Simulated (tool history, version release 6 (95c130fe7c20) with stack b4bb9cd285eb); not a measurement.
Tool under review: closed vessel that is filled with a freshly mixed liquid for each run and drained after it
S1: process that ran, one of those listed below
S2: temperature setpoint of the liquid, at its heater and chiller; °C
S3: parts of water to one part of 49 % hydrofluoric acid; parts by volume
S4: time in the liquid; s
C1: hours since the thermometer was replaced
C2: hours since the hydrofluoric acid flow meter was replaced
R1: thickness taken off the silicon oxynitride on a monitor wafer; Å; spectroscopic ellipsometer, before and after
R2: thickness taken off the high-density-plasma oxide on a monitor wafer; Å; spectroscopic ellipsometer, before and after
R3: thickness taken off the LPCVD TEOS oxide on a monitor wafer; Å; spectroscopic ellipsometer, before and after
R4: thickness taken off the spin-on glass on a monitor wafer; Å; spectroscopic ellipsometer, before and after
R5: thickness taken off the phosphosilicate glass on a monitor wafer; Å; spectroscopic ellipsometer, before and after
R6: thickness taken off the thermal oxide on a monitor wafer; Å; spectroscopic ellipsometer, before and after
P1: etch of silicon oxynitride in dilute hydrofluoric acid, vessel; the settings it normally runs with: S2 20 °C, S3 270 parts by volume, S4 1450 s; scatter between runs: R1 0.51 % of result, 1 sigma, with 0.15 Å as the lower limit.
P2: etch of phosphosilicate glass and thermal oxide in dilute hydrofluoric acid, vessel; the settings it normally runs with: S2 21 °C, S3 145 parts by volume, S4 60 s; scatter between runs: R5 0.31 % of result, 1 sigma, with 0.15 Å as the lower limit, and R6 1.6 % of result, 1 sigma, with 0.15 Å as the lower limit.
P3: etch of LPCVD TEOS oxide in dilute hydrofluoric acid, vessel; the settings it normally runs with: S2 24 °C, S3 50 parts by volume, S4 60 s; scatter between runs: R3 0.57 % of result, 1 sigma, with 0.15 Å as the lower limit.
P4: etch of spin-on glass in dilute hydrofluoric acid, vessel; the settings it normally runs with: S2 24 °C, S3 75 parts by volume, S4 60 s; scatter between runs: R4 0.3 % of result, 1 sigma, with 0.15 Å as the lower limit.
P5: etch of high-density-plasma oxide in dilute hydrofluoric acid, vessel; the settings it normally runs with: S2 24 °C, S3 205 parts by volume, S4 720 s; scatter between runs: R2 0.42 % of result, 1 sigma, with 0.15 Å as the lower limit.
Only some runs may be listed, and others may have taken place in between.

run   hour  S1    S2   S3    S4      C1      C2      R1      R2      R3      R4      R5      R6
  1     15  P1    20  270  1450  1509.1   600.7  84.278
  2   27.3  P5    24  205   720  1521.4     613          198.01
  3   37.2  P3    24   50    30  1531.3   622.9                  128.22
  4   45.9  P4  19.5   75    60    1540   631.6                          279.92
  5   54.3  P3    24   50    60  1548.4     640                   256.1
  6   69.3  P1    20  270   140  1563.4     655   8.087
  7   79.7  P1    20   85  1450  1573.8   665.4  304.75
  8   94.4  P3    24   30    60  1588.5   680.1                  437.84
  9  106.3  P1    20  270  2840  1600.4     692  164.56
 10  115.7  P1    17  270  1450  1609.8   701.4  74.318
 11    129  P1    20  390  1450  1623.1   714.7  54.609
 12  137.5  P4    24   20    60  1631.6   723.2                          1360.9
 13  149.3  P4    24   75    60  1643.4     735                           337.4
 14  156.9  P1    20  270  1450    1651   742.6  84.527
 15  165.1  P1    20  270  1450  1659.2   750.8  85.501
 16  176.7  P2    21  145    60  1670.8   762.4                                  348.95   17.07
 17  189.2  P3    17   50    60  1683.3   774.9                  190.94
 18  197.2  P5    24  205   325  1691.3   782.9          88.477
 19  212.1  P2    21  145   115  1706.2   797.8                                  664.11  32.361
 20  220.4  P1    20  270  1450  1714.5   806.1  84.568
 21  233.6  P2    21  195    60  1727.7   819.3                                  244.85  11.735
 22  248.2  P3    24   50    60  1742.3   833.9                  257.03
 23  263.7  P4    24   75    60  1757.8   849.4                          338.05
 24  271.9  P4    24   75    95    1766   857.6                          532.49
 25  287.4  P1    28  270  1450  1781.5   873.1   118.7
 26  294.2  P1    20  270  1450  1788.3   879.9  84.256
 27  303.8  P2    17  145    60  1797.9   889.5                                  295.74  14.117
 28  313.1  P1    20  270  1450  1807.2   898.8  84.725
 29  324.1  P5  31.5  205   720  1818.2   909.8          255.35
 30  337.4  P5    24  335   720  1831.5   923.1          106.18
 31  351.8  P1  27.5  175  1450  1845.9   937.5  194.98
 32  362.5  P1    20  270  1450  1856.6   948.2  84.036
 33  369.6  P1    20  270  1450  1863.7   955.3  82.725
 34  380.3  P1    20  270  1450  1874.4     966   80.35
 35  390.4  P1    20  270  1450  1884.5   976.1  79.147
 36  400.1  P1    20  270  1450  1894.2   985.8  78.169
 37  410.2  P1    20  270  1450  1904.3   995.9  77.338
 38  424.4  P1    20  270  1450  1918.5  1010.1  77.484
 39  437.8  P1    20  270  1450  1931.9  1023.5  77.484
 40  444.8  P1    20  270  1450  1938.9  1030.5  78.359

What P1 gives has crept off from where it sat before. The 2 causes that follow fit the log equally well, each at the size noted:
A: hydrofluoric acid flow below the setpoint (%) = 7.65
B: liquid colder than its thermometer reads (K) = 2.06
The process output started creeping at around hour 362.5.

Each of the 4 check runs below uses one wafer; its results are left as question marks. Which run tells the causes apart?
check 1  451.8  P3    17   50   60                   ?
check 2  451.8  P2    17  145  110                           ?   ?
check 3  451.8  P5    24  335  720               ?
check 4  451.8  P4  20.5   45   60                       ?

Check results expected under each cause:
  check  result    if A    if B
check 1      R3  174.84  173.76
check 2      R5  493.92  496.72
check 2      R6  23.922  24.058
check 3      R2  95.565   98.91
check 4      R4  463.78  461.93
Smallest distance between any two causes, each pair judged by its most separating result, in per cent: check 1 0.62 %; check 2 0.57 %; check 3 3.44 %; check 4 0.4 %
The causes can be told apart only by check 3. The other checks would give nearly the same results under each of them.

Then check 3 was run and gave: R2 96.257 Å. Which cause is it?

Of the candidate causes, it is A: hydrofluoric acid flow below the setpoint (%).

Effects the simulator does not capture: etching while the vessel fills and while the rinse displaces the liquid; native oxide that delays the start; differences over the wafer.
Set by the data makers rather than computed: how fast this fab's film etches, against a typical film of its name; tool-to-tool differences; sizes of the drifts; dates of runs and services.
